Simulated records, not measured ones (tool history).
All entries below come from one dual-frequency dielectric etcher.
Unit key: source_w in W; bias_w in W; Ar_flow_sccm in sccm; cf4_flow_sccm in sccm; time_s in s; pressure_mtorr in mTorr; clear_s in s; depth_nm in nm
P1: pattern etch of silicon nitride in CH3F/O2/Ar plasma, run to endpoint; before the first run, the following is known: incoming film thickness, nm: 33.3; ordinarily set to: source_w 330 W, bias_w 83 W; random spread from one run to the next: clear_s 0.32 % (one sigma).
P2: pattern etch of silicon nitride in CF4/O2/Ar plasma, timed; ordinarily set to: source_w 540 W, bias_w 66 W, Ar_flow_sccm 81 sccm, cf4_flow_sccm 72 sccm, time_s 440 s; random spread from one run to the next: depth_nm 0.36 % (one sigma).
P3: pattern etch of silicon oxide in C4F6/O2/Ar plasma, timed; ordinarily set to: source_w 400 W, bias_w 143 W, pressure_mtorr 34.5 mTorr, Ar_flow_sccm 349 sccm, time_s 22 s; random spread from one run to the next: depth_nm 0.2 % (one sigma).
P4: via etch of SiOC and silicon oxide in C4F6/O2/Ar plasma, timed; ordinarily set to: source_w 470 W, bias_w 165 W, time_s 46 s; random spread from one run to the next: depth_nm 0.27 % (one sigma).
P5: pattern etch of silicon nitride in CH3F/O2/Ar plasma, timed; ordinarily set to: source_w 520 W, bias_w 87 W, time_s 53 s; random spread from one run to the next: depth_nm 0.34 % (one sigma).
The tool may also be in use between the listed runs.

run   hour  process  source_w  bias_w  Ar_flow_sccm  cf4_flow_sccm  time_s  pressure_mtorr  hours since the last wet clean  hours since the last source power generator calibration  hours since the last bias power generator calibration  clear_s  depth_nm
  1   15.1       P1       330      83                                                                                375.7                                                   1519.2                                                 2858.6     50.3
  2   26.4       P1       260      83                                                                                  387                                                   1530.5                                                 2869.9   54.843
  3   39.6       P2       540      43            81             72     440                                           400.2                                                   1543.7                                                 2883.1             855.63
  4   50.2       P2       540      66            81             72     440                                           410.8                                                   1554.3                                                 2893.7             993.79
  5   58.6       P1       330      83                                                                                419.2                                                   1562.7                                                 2902.1   49.857
  6   66.6       P1       330      83                                                                                427.2                                                   1570.7                                                 2910.1   49.958
  7   80.9       P3       400     143           444                     22            34.5                           441.5                                                     1585                                                 2924.4             59.399
  8   93.3       P5       520     123                                   53                                           453.9                                                   1597.4                                                 2936.8             50.398
  9  108.2       P2       690      66            81             72     440                                           468.8                                                   1612.3                                                 2951.7             1237.5
 10  119.3       P3       400     143           349                     22            34.5                           479.9                                                   1623.4                                                 2962.8             60.837
 11  129.8       P1       330      83                                                                                490.4                                                   1633.9                                                 2973.3   49.948
 12  144.6       P1       330      83                                                                                505.2                                                   1648.7                                                 2988.1    49.85
 13  157.3       P1       420     104                                                                                517.9                                                   1661.4                                                 3000.8    42.41
 14  173.9       P4       660     165                                   46                                           534.5                                                     1678                                                 3017.4             61.953
 15  191.4       P4       470     124                                   46                                             552                                                   1695.5                                                 3034.9              49.63
 16  207.7       P5       520      87                                   53                                           568.3                                                   1711.8                                                 3051.2             44.851
 17  219.3       P4       470     165                                   46                                           579.9                                                   1723.4                                                 3062.8             54.064
 18  234.3       P3       310     143           349                     22            34.5                           594.9                                                   1738.4                                                 3077.8             55.119
 19  249.1       P2       540      66            81             72   550.5                                           609.7                                                   1753.2                                                 3092.6             1253.3
 20  265.5       P1       330      61                                                                                626.1                                                   1769.6                                                   3109   55.343
 21  283.8       P1       440      83                                                                                644.4                                                   1787.9                                                 3127.3    44.77
 22  295.2       P1       440      50                                                                                655.8                                                   1799.3                                                 3138.7   53.006
 23  305.9       P5       520      87                                   34                                           666.5                                                     1810                                                 3149.4             28.605
 24  314.6       P3       400     200           349                     22            34.5                           675.2                                                   1818.7                                                 3158.1             67.604
 25  325.3       P2       540      66            81             53     440                                           685.9                                                   1829.4                                                 3168.8             964.62
 26  336.6       P3       400     143           349                     22              49                           697.2                                                   1840.7                                                 3180.1             58.497
 27  348.4       P5       520      87                                   53                                             709                                                   1852.5                                                 3191.9             44.494
 28    361       P3       400     143           349                     12            34.5                           721.6                                                   1865.1                                                 3204.5             33.188
 29  373.5       P1       260      58                                                                                734.1                                                   1877.6                                                   3217   62.171
 30  381.6       P4       470     165                                 68.5                                           742.2                                                   1885.7                                                 3225.1             80.487
 31  390.4       P5       310      87                                   53                                             751                                                   1894.5                                                 3233.9             36.684
 32  400.8       P2       540      66            64             72     440                                           761.4                                                   1904.9                                                 3244.3             1033.6
 33    409       P1       330     112                                                                                769.6                                                   1913.1                                                 3252.5   44.783
 34  425.4       P1       330      83                                                                                  786                                                   1929.5                                                 3268.9   50.165
 35  435.6       P1       330      83                                                                                796.2                                                   1939.7                                                 3279.1   49.432
 36  450.8       P1       330      83                                                                                811.4                                                   1954.9                                                 3294.3   49.548
 37  459.7       P1       330      83                                                                                820.3                                                   1963.8                                                 3303.2   49.397
     470.9  -- wet clean of the chamber
 38  477.3       P1       330      83                                                                                  6.5                                                   1981.4                                                 3320.8   49.115
 39  489.6       P1       330      83                                                                                 18.8                                                   1993.7                                                 3333.1   49.253
 40  502.2       P1       330      83                                                                                 31.4                                                   2006.3                                                 3345.7   48.884
 41  518.5       P1       330      83                                                                                 47.7                                                   2022.6                                                   3362   48.958
 42  532.8       P1       330      83                                                                                   62                                                   2036.9                                                 3376.3   49.135

Compared with where it was, what P1 gives has crept away. Each cause listed below fits the log as well as the rest, at the size given for it:
A: source power that arrives over what is set, % = 4.33
B: bias power that arrives over what is set, % = 4.51
The process output started creeping at around hour 425.4.
Why every other cause is out:
chamber walls in a state that raises the etch rate, %: serviced at hour 470.9, which brought nothing back

Below are 4 check runs, each averaged over 2 wafers, with their results shown as question marks. Which of them would give clearly different results depending on which cause is behind the drift?
check 1  547.1       P4       640     127                                   46                                                                                                                                                                                  ?
check 2  547.1       P3       400     198           349                     14            34.5                                                                                                                                                                  ?
check 3  547.1       P5       520     122                                   53                                                                                                                                                                                  ?
check 4  547.1       P2       540      48            81             72     440                                                                                                                                                                                  ?

What each check would give under each cause:
  check    result    if A    if B
check 1  depth_nm  57.489  57.242
check 2  depth_nm  43.568  43.475
check 3  depth_nm  51.212  51.256
check 4  depth_nm  919.56  901.05
Distance between the nearest two causes, measured in the result of the check that separates them most: check 1 0.43 %; check 2 0.21 %; check 3 0.09 %; check 4 2.03 %
Check 4 is the one run that separates the causes; every other check would come out nearly the same whichever cause is at work.

After running check 4, the following was obtained: depth_nm 899.36 nm. Which cause does this point to?

The cause is B: bias power that arrives over what is set, %.

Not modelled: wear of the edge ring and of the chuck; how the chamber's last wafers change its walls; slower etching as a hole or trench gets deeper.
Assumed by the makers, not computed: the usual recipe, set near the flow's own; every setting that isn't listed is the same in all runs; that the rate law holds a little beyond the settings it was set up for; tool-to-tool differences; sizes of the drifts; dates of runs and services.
